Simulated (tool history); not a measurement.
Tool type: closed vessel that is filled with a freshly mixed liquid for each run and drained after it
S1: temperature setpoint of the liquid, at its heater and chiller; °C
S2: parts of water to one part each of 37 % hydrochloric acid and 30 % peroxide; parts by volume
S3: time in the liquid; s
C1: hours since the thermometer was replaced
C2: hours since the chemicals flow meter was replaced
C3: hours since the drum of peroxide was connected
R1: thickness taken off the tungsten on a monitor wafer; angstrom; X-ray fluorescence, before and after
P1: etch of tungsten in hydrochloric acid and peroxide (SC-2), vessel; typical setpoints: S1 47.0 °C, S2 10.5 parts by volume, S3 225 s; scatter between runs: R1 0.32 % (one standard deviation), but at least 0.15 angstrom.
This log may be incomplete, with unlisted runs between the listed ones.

run,day,S1,S2,S3,C1,C2,C3,R1
1,0.146,47.0,10.5,225,400.7,311.7,179.3,282.550
2,0.325,47.0,10.5,30,405.0,316.0,183.6,37.538
3,0.492,35.5,6.5,225,409.0,320.0,187.6,184.840
4,0.646,63.5,10.5,225,412.7,323.7,191.3,819.390
5,0.746,47.0,5.5,30,415.1,326.1,193.7,62.648
6,0.946,47.0,10.5,225,419.9,330.9,198.5,281.310
7,1.075,47.0,10.5,225,423.0,334.0,201.6,282.100
8,1.225,47.0,4.0,225,426.6,337.6,205.2,586.240
9,1.358,47.0,10.5,450,429.8,340.8,208.4,561.140
10,1.550,47.0,10.5,225,434.4,345.4,213.0,280.730
11,1.733,47.0,10.5,225,438.8,349.8,217.4,281.030
12,1.867,35.0,10.5,225,442.0,353.0,220.6,121.670
13,2.025,35.0,18.5,225,445.8,356.8,224.4,73.910
14,2.125,47.0,17.5,225,448.2,359.2,226.8,180.670
15,2.254,47.0,10.5,225,451.3,362.3,229.9,281.650

Expected results for the next run?
16,2.388,47.0,10.5,225,454.5,365.5,233.1,?

R1: 276.360 angstrom
